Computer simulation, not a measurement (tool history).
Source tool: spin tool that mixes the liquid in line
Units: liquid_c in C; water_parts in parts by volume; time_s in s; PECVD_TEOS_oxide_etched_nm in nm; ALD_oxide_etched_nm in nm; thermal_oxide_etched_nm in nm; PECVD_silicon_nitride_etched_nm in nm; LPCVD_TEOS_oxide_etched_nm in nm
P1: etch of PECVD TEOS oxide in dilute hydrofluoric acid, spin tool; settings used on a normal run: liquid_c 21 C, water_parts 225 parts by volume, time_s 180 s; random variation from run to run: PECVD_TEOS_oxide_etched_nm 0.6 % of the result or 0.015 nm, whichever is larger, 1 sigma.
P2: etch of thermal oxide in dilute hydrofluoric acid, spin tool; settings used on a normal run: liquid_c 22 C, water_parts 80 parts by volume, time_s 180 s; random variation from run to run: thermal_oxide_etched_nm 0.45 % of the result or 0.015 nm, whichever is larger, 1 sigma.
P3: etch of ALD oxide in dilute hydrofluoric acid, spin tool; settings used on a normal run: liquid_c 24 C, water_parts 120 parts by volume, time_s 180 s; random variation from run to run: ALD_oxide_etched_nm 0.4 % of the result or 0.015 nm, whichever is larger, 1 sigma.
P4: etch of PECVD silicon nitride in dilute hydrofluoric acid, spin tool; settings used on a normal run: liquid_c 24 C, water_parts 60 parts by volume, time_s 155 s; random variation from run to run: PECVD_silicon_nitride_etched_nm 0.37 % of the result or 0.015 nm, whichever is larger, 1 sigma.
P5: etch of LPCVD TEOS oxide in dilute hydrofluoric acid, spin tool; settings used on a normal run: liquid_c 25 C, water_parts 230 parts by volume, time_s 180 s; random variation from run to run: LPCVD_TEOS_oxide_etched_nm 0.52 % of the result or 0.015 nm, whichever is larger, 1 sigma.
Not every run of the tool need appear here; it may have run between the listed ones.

| run | hour | process | liquid_c | water_parts | time_s | hours since the thermometer was replaced | hours since the hydrofluoric acid flow meter was replaced | PECVD_TEOS_oxide_etched_nm | ALD_oxide_etched_nm | thermal_oxide_etched_nm | PECVD_silicon_nitride_etched_nm | LPCVD_TEOS_oxide_etched_nm |
|---|---|---|---|---|---|---|---|---|---|---|---|---|
| 1 | 12.5 | P1 | 21 | 225 | 180 | 475.9 | 530 | 5.333 |  |  |  |  |
| 2 | 22.4 | P3 | 24 | 120 | 180 | 485.8 | 539.9 |  | 14.023 |  |  |  |
| 3 | 34.9 | P2 | 22 | 135 | 180 | 498.3 | 552.4 |  |  | 5.4581 |  |  |
| 4 | 47.6 | P1 | 21 | 225 | 180 | 511 | 565.1 | 5.312 |  |  |  |  |
| 5 | 57.8 | P1 | 21 | 225 | 60 | 521.2 | 575.3 | 1.7787 |  |  |  |  |
| 6 | 67.1 | P4 | 24 | 60 | 155 | 530.5 | 584.6 |  |  |  | 6.8575 |  |
| 7 | 75.5 | P1 | 21 | 225 | 180 | 538.9 | 593 | 5.3148 |  |  |  |  |
| 8 | 83.7 | P1 | 21 | 225 | 180 | 547.1 | 601.2 | 5.3281 |  |  |  |  |
| 9 | 99.8 | P1 | 21 | 225 | 350 | 563.2 | 617.3 | 10.322 |  |  |  |  |
| 10 | 115.4 | P1 | 17 | 395 | 180 | 578.8 | 632.9 | 2.2508 |  |  |  |  |
| 11 | 122.6 | P3 | 24 | 60 | 180 | 586 | 640.1 |  | 30.064 |  |  |  |
| 12 | 130 | P5 | 25 | 230 | 180 | 593.4 | 647.5 |  |  |  |  | 23.519 |
| 13 | 143.1 | P2 | 22 | 80 | 85 | 606.5 | 660.6 |  |  | 4.6064 |  |  |
| 14 | 154.2 | P1 | 25 | 225 | 310 | 617.6 | 671.7 | 10.647 |  |  |  |  |
| 15 | 170.4 | P1 | 21 | 225 | 180 | 633.8 | 687.9 | 5.3157 |  |  |  |  |
| 16 | 177.8 | P1 | 21 | 225 | 180 | 641.2 | 695.3 | 5.357 |  |  |  |  |
| 17 | 187.9 | P3 | 24 | 120 | 30 | 651.3 | 705.4 |  | 2.3397 |  |  |  |
| 18 | 203.8 | P4 | 24 | 60 | 240 | 667.2 | 721.3 |  |  |  | 10.586 |  |
| 19 | 219.5 | P1 | 17 | 225 | 180 | 682.9 | 737 | 4.5396 |  |  |  |  |
| 20 | 235 | P2 | 22 | 80 | 180 | 698.4 | 752.5 |  |  | 9.6235 |  |  |
| 21 | 246.8 | P1 | 27.5 | 225 | 180 | 710.2 | 764.3 | 6.7306 |  |  |  |  |
| 22 | 254.2 | P1 | 21 | 90 | 180 | 717.6 | 771.7 | 15.188 |  |  |  |  |
| 23 | 261.7 | P5 | 25 | 95 | 180 | 725.1 | 779.2 |  |  |  |  | 66.781 |
| 24 | 271.7 | P1 | 21 | 340 | 180 | 735.1 | 789.2 | 3.1979 |  |  |  |  |
| 25 | 287.5 | P2 | 18 | 80 | 180 | 750.9 | 805 |  |  | 8.1962 |  |  |
| 26 | 297.6 | P4 | 17 | 60 | 155 | 761 | 815.1 |  |  |  | 4.2265 |  |
| 27 | 313.5 | P2 | 22 | 80 | 180 | 776.9 | 831 |  |  | 9.7271 |  |  |
| 28 | 327.2 | P4 | 24 | 35 | 155 | 790.6 | 844.7 |  |  |  | 11.688 |  |
|  | 342.5 | hydrofluoric acid flow meter replaced |
| 29 | 343 | P3 | 24 | 120 | 180 | 806.4 | 0.5 |  | 13.984 |  |  |  |
| 30 | 352.5 | P3 | 30.5 | 120 | 180 | 815.9 | 10 |  | 17.862 |  |  |  |
| 31 | 362.2 | P5 | 20 | 230 | 180 | 825.6 | 19.7 |  |  |  |  | 19.621 |
| 32 | 373.9 | P5 | 25 | 230 | 15 | 837.3 | 31.4 |  |  |  |  | 1.9859 |
| 33 | 384.5 | P1 | 21 | 225 | 180 | 847.9 | 42 | 5.3247 |  |  |  |  |
| 34 | 398.2 | P1 | 21 | 225 | 180 | 861.6 | 55.7 | 5.1552 |  |  |  |  |
| 35 | 413.1 | P1 | 21 | 225 | 180 | 876.5 | 70.6 | 4.9974 |  |  |  |  |
| 36 | 420.3 | P1 | 21 | 225 | 180 | 883.7 | 77.8 | 4.9797 |  |  |  |  |
| 37 | 428.6 | P1 | 21 | 225 | 180 | 892 | 86.1 | 5.0195 |  |  |  |  |
| 38 | 438.1 | P1 | 21 | 225 | 180 | 901.5 | 95.6 | 4.9808 |  |  |  |  |
| 39 | 448.3 | P1 | 21 | 225 | 180 | 911.7 | 105.8 | 5.0205 |  |  |  |  |
| 40 | 456.8 | P1 | 21 | 225 | 180 | 920.2 | 114.3 | 4.9423 |  |  |  |  |
| 41 | 470 | P1 | 21 | 225 | 180 | 933.4 | 127.5 | 4.9865 |  |  |  |  |

What P1 gives has crept off from where it sat before. The 2 causes that follow fit the log equally well, each at the size noted:
A: hydrofluoric acid flow below the setpoint (%) = 5.11
B: liquid colder than its thermometer reads (K) = 1.69
The drift started at roughly hour 384.5.

Question marks stand in for the results of the 4 check runs listed below, each run on one wafer. Under which run would the listed causes show clearly different results?
| check 1 | 483.2 | P2 | 22 | 80 | 180 |  |  |  |  | ? |  |  |
| check 2 | 483.2 | P4 | 24 | 60 | 155 |  |  |  |  |  | ? |  |
| check 3 | 483.2 | P3 | 24 | 120 | 180 |  |  |  | ? |  |  |  |
| check 4 | 483.2 | P5 | 25 | 230 | 180 |  |  |  |  |  |  | ? |

What each check would give under each cause:
| check | result | if A | if B |
|---|---|---|---|
| check 1 | thermal_oxide_etched_nm | 9.1576 | 9.0486 |
| check 2 | PECVD_silicon_nitride_etched_nm | 6.5251 | 6.1287 |
| check 3 | ALD_oxide_etched_nm | 13.206 | 13.122 |
| check 4 | LPCVD_TEOS_oxide_etched_nm | 22.133 | 22.231 |
Smallest distance between any two causes, each pair judged by its most separating result, in per cent: check 1 1.2 %; check 2 6.27 %; check 3 0.64 %; check 4 0.44 %
Only check 2 tells the causes apart: in the others they would give nearly the same result.

Check 2 has now been run. It gave: PECVD_silicon_nitride_etched_nm 6.1533 nm. Which of the candidate causes is it?

B is the cause: liquid colder than its thermometer reads (K).

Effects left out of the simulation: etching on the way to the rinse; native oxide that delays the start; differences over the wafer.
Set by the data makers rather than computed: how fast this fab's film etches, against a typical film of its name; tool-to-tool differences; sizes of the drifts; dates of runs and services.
